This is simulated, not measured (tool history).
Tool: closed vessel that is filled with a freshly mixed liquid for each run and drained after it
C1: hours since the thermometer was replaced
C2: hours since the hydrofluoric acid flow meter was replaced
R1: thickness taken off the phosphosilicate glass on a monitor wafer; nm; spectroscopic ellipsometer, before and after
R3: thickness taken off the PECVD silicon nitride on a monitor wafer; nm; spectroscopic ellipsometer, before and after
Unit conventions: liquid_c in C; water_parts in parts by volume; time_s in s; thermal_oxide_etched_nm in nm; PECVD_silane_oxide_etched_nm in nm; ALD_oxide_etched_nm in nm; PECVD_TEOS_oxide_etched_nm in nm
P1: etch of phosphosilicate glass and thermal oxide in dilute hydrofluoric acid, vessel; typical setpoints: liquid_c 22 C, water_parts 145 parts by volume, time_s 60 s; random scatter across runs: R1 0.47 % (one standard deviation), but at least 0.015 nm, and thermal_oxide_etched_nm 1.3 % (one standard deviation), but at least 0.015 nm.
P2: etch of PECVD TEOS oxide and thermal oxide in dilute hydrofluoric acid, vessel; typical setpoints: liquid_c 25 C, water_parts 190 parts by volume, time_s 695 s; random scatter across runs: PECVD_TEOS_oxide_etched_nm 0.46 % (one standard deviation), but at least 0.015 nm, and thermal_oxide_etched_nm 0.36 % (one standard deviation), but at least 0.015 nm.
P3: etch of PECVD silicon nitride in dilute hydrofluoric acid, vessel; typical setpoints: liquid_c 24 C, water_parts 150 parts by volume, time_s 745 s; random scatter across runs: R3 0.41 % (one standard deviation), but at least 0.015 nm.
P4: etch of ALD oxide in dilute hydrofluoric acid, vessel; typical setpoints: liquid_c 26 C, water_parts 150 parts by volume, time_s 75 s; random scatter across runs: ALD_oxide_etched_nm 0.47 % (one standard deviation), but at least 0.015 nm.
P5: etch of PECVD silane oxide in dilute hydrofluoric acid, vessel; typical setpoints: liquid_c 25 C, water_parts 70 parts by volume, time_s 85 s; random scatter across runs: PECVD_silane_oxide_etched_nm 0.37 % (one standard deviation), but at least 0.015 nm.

{"run": 1, "hour": 8.7, "process": "P1", "liquid_c": 22, "water_parts": 145, "time_s": 60, "C1": 546.4, "C2": 291.7, "R1": 45.365, "thermal_oxide_etched_nm": 1.6678}
{"run": 2, "hour": 14.9, "process": "P1", "liquid_c": 22, "water_parts": 145, "time_s": 60, "C1": 552.6, "C2": 297.9, "R1": 45.151, "thermal_oxide_etched_nm": 1.657}
{"run": 3, "hour": 23.9, "process": "P3", "liquid_c": 24, "water_parts": 210, "time_s": 745, "C1": 561.6, "C2": 306.9, "R3": 10.259}
{"run": 4, "hour": 29.9, "process": "P1", "liquid_c": 22, "water_parts": 90, "time_s": 30, "C1": 567.6, "C2": 312.9, "R1": 38.933, "thermal_oxide_etched_nm": 1.436}
{"run": 5, "hour": 38.0, "process": "P5", "liquid_c": 25, "water_parts": 70, "time_s": 85, "C1": 575.7, "C2": 321, "PECVD_silane_oxide_etched_nm": 28.603}
{"run": 6, "hour": 43.5, "process": "P5", "liquid_c": 25, "water_parts": 125, "time_s": 85, "C1": 581.2, "C2": 326.5, "PECVD_silane_oxide_etched_nm": 14.975}
{"run": 7, "hour": 51.6, "process": "P4", "liquid_c": 26, "water_parts": 150, "time_s": 75, "C1": 589.3, "C2": 334.6, "ALD_oxide_etched_nm": 9.1265}
{"run": 8, "hour": 58.5, "process": "P3", "liquid_c": 24, "water_parts": 150, "time_s": 745, "C1": 596.2, "C2": 341.5, "R3": 14.341}
{"run": 9, "hour": 68.4, "process": "P2", "liquid_c": 31.5, "water_parts": 190, "time_s": 695, "C1": 606.1, "C2": 351.4, "thermal_oxide_etched_nm": 19.848, "PECVD_TEOS_oxide_etched_nm": 36.863}
{"run": 10, "hour": 79.0, "process": "P5", "liquid_c": 25, "water_parts": 70, "time_s": 30, "C1": 616.7, "C2": 362, "PECVD_silane_oxide_etched_nm": 10.102}
{"run": 11, "hour": 88.4, "process": "P1", "liquid_c": 22, "water_parts": 145, "time_s": 60, "C1": 626.1, "C2": 371.4, "R1": 45.419, "thermal_oxide_etched_nm": 1.6984}
{"run": 12, "hour": 98.3, "process": "P2", "liquid_c": 25, "water_parts": 190, "time_s": 1255, "C1": 636, "C2": 381.3, "thermal_oxide_etched_nm": 28.448, "PECVD_TEOS_oxide_etched_nm": 52.981}
{"run": 13, "hour": 105.7, "process": "P5", "liquid_c": 25, "water_parts": 70, "time_s": 85, "C1": 643.4, "C2": 388.7, "PECVD_silane_oxide_etched_nm": 28.373}
{"run": 14, "hour": 111.2, "process": "P1", "liquid_c": 22, "water_parts": 145, "time_s": 100, "C1": 648.9, "C2": 394.2, "R1": 75.979, "thermal_oxide_etched_nm": 2.7978}
{"run": 15, "hour": 120.7, "process": "P4", "liquid_c": 26, "water_parts": 150, "time_s": 75, "C1": 658.4, "C2": 403.7, "ALD_oxide_etched_nm": 9.1037}
{"run": 16, "hour": 131.2, "process": "P4", "liquid_c": 20, "water_parts": 150, "time_s": 75, "C1": 668.9, "C2": 414.2, "ALD_oxide_etched_nm": 7.2508}
{"run": 17, "hour": 141.7, "process": "P2", "liquid_c": 25, "water_parts": 190, "time_s": 695, "C1": 679.4, "C2": 424.7, "thermal_oxide_etched_nm": 15.757, "PECVD_TEOS_oxide_etched_nm": 29.179}
{"run": 18, "hour": 152.4, "process": "P3", "liquid_c": 32, "water_parts": 150, "time_s": 745, "C1": 690.1, "C2": 435.4, "R3": 23.759}
{"run": 19, "hour": 160.2, "process": "P3", "liquid_c": 24, "water_parts": 150, "time_s": 745, "C1": 697.9, "C2": 443.2, "R3": 14.455}
{"run": 20, "hour": 165.8, "process": "P2", "liquid_c": 25, "water_parts": 190, "time_s": 695, "C1": 703.5, "C2": 448.8, "thermal_oxide_etched_nm": 15.865, "PECVD_TEOS_oxide_etched_nm": 29.328}
{"run": 21, "hour": 176.4, "process": "P5", "liquid_c": 28.5, "water_parts": 70, "time_s": 85, "C1": 714.1, "C2": 459.4, "PECVD_silane_oxide_etched_nm": 32.736}
{"run": 22, "hour": 184.6, "process": "P4", "liquid_c": 26, "water_parts": 150, "time_s": 140, "C1": 722.3, "C2": 467.6, "ALD_oxide_etched_nm": 16.923}
{"run": 23, "hour": 193.0, "process": "P1", "liquid_c": 22, "water_parts": 145, "time_s": 35, "C1": 730.7, "C2": 476, "R1": 26.525, "thermal_oxide_etched_nm": 0.98603}
{"run": 24, "hour": 203.4, "process": "P1", "liquid_c": 27.5, "water_parts": 145, "time_s": 60, "C1": 741.1, "C2": 486.4, "R1": 56.229, "thermal_oxide_etched_nm": 2.0985}
{"run": 25, "hour": 211.3, "process": "P2", "liquid_c": 25, "water_parts": 55, "time_s": 695, "C1": 749, "C2": 494.3, "thermal_oxide_etched_nm": 64.305, "PECVD_TEOS_oxide_etched_nm": 119.35}
{"run": 26, "hour": 218.0, "process": "P1", "liquid_c": 17, "water_parts": 145, "time_s": 60, "C1": 755.7, "C2": 501, "R1": 37.501, "thermal_oxide_etched_nm": 1.3462}
{"run": 27, "hour": 227.0, "process": "P3", "liquid_c": 24, "water_parts": 150, "time_s": 155, "C1": 764.7, "C2": 510, "R3": 3.0293}
{"run": 28, "hour": 233.0, "process": "P1", "liquid_c": 22, "water_parts": 145, "time_s": 60, "C1": 770.7, "C2": 516, "R1": 45.382, "thermal_oxide_etched_nm": 1.7171}
{"run": 29, "hour": 239.3, "process": "P1", "liquid_c": 22, "water_parts": 220, "time_s": 60, "C1": 777, "C2": 522.3, "R1": 27.746, "thermal_oxide_etched_nm": 0.99259}

Run 30, settings as shown, results not yet in. Your forecast:
{"run": 30, "hour": 249.4, "process": "P1", "liquid_c": 22, "water_parts": 75, "time_s": 60, "C1": 787.1, "C2": 532.4, "R1": "?", "thermal_oxide_etched_nm": "?"}

{"run 30": {"R1": 95.191, "thermal_oxide_etched_nm": 3.5373}}
